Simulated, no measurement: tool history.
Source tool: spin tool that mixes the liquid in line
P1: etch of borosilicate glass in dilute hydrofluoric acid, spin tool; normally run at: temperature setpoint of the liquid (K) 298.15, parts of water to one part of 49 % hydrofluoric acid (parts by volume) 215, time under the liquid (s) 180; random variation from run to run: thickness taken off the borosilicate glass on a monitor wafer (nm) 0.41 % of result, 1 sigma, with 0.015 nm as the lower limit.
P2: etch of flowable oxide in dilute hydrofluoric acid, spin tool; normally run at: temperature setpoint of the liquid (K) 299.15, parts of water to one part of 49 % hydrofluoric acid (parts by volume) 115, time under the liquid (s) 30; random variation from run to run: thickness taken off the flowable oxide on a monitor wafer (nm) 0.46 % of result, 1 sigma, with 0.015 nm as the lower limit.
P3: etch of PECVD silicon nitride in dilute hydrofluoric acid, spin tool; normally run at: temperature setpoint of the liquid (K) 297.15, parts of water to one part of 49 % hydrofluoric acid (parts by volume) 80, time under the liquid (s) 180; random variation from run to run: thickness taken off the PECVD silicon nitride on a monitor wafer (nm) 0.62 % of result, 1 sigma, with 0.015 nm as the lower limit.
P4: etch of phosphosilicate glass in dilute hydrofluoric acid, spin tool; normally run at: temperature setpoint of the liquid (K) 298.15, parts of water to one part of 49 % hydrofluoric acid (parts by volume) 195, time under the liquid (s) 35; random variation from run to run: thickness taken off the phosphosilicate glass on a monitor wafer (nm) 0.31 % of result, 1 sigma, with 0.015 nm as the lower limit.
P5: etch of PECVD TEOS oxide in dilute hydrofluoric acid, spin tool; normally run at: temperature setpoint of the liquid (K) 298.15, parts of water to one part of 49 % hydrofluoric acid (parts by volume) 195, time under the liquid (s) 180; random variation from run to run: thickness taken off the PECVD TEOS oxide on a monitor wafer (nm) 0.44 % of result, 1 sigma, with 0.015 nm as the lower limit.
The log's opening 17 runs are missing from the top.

run	hour	process that ran	temperature setpoint of the liquid (K)	parts of water to one part of 49 % hydrofluoric acid (parts by volume)	time under the liquid (s)	hours since the thermometer was replaced	hours since the hydrofluoric acid flow meter was replaced	thickness taken off the borosilicate glass on a monitor wafer (nm)	thickness taken off the phosphosilicate glass on a monitor wafer (nm)	thickness taken off the PECVD silicon nitride on a monitor wafer (nm)	thickness taken off the flowable oxide on a monitor wafer (nm)	thickness taken off the PECVD TEOS oxide on a monitor wafer (nm)
18	99.7	P4	298.15	195	15	2109.2	335.2		6.9747			
19	103.4	P4	298.15	300	35	2112.9	338.9		9.5071			
20	111.6	P1	298.15	130	75	2121.1	347.1	19.9070				
21	115.7	P2	299.15	30	30	2125.2	351.2				51.3370	
22	119.6	P3	297.15	115	180	2129.1	355.1			2.6920		
23	123.1	P3	297.15	80	180	2132.6	358.6			3.8401		
24	131.1	P1	298.15	215	180	2140.6	366.6	26.3700				
25	139.3	P5	298.15	195	180	2148.8	374.8					14.5410
26	145.5	P3	301.65	80	180	2155.0	381.0			5.0742		
27	151.0	P5	298.15	195	180	2160.5	386.5					14.5180
28	157.5	P1	298.15	215	300	2167.0	393.0	43.9810				
29	163.6	P5	291.65	195	180	2173.1	399.1					11.3690
30	169.5	P2	299.15	115	15	2179.0	405.0				5.9515	
31	175.4	P1	298.15	215	180	2184.9	410.9	26.1800				
32	183.2	P1	298.15	215	180	2192.7	418.7	26.8410				
33	187.0	P1	298.15	215	180	2196.5	422.5	27.1530				
34	193.3	P1	298.15	215	180	2202.8	428.8	27.5910				
35	198.0	P1	298.15	215	180	2207.5	433.5	27.3710				

Estimate the outcome of run 36 from the log above:
36	203.2	P1	298.15	215	180	2212.7	438.7	?				

For run 36 the tool returned thickness taken off the borosilicate glass on a monitor wafer (nm) 27.8240.
